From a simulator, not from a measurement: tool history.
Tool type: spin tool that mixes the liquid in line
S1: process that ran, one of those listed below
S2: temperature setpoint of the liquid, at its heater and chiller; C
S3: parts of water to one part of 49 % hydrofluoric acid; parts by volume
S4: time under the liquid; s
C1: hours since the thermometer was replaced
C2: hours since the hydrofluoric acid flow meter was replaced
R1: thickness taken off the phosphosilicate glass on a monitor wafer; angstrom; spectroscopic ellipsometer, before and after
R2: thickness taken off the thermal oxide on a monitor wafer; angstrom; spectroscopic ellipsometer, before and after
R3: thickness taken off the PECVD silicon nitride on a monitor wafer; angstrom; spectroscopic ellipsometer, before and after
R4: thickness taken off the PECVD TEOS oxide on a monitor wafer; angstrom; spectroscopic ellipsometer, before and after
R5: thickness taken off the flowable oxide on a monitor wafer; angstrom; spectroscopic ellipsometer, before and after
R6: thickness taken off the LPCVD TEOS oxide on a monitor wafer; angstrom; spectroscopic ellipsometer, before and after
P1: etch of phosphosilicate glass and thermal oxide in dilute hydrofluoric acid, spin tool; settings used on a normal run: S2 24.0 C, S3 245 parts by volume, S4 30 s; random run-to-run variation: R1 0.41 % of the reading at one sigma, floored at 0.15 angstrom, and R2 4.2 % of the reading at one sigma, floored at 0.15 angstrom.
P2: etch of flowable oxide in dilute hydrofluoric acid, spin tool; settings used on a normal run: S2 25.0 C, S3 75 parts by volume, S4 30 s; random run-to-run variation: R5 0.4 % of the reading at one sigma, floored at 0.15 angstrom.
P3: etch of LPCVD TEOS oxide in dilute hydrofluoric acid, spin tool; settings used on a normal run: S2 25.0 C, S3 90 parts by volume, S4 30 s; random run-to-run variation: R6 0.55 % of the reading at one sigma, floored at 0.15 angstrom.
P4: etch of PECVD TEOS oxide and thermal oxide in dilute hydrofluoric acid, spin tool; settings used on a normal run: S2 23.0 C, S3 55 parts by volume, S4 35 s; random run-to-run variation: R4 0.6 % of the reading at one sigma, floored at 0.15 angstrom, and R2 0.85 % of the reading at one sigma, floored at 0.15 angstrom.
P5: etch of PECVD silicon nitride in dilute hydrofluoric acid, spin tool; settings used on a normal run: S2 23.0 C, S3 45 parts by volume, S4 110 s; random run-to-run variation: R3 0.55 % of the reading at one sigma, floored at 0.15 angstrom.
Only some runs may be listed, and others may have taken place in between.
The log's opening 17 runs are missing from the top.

| run | hour | S1 | S2 | S3 | S4 | C1 | C2 | R1 | R2 | R3 | R4 | R5 | R6 |
|---|---|---|---|---|---|---|---|---|---|---|---|---|---|
| 18 | 136.5 | P4 | 23.0 | 20 | 35 | 65.1 | 30.4 |  | 91.2070 |  | 163.990 |  |  |
| 19 | 143.6 | P5 | 23.0 | 45 | 55 | 72.2 | 37.5 |  |  | 22.658 |  |  |  |
| 20 | 154.2 | P1 | 28.0 | 245 | 15 | 82.8 | 48.1 | 84.978 | 2.9637 |  |  |  |  |
| 21 | 161.2 | P1 | 24.0 | 245 | 30 | 89.8 | 55.1 | 147.620 | 4.1892 |  |  |  |  |
| 22 | 169.2 | P1 | 24.0 | 245 | 60 | 97.8 | 63.1 | 296.810 | 9.4287 |  |  |  |  |
| 23 | 175.2 | P3 | 25.0 | 90 | 15 | 103.8 | 69.1 |  |  |  |  |  | 54.261 |
| 24 | 184.7 | P3 | 25.0 | 90 | 30 | 113.3 | 78.6 |  |  |  |  |  | 108.580 |
| 25 | 195.6 | P2 | 25.0 | 140 | 30 | 124.2 | 89.5 |  |  |  |  | 145.76 |  |
| 26 | 202.9 | P4 | 23.0 | 55 | 55 | 131.5 | 96.8 |  | 48.4310 |  | 88.308 |  |  |
| 27 | 213.7 | P1 | 17.0 | 245 | 30 | 142.3 | 107.6 | 113.660 | 3.7864 |  |  |  |  |
| 28 | 224.5 | P3 | 32.5 | 90 | 30 | 153.1 | 118.4 |  |  |  |  |  | 145.640 |
| 29 | 230.7 | P2 | 25.0 | 75 | 30 | 159.3 | 124.6 |  |  |  |  | 297.72 |  |
| 30 | 241.5 | P1 | 24.0 | 245 | 15 | 170.1 | 135.4 | 74.437 | 2.2712 |  |  |  |  |
| 31 | 247.5 | P1 | 24.0 | 245 | 30 | 176.1 | 141.4 | 147.460 | 4.8184 |  |  |  |  |
| 32 | 255.7 | P3 | 25.0 | 135 | 30 | 184.3 | 149.6 |  |  |  |  |  | 69.292 |
| 33 | 266.9 | P1 | 24.0 | 245 | 30 | 195.5 | 160.8 | 148.240 | 4.6223 |  |  |  |  |
| 34 | 278.1 | P1 | 24.0 | 245 | 30 | 206.7 | 172.0 | 142.850 | 4.5899 |  |  |  |  |

The next listed run, before its measurement:
| 35 | 287.2 | P1 | 24.0 | 245 | 30 | 215.8 | 181.1 | ? | ? |  |  |  |  |

Run 35 gave R1 141.350 angstrom, R2 4.6806 angstrom.
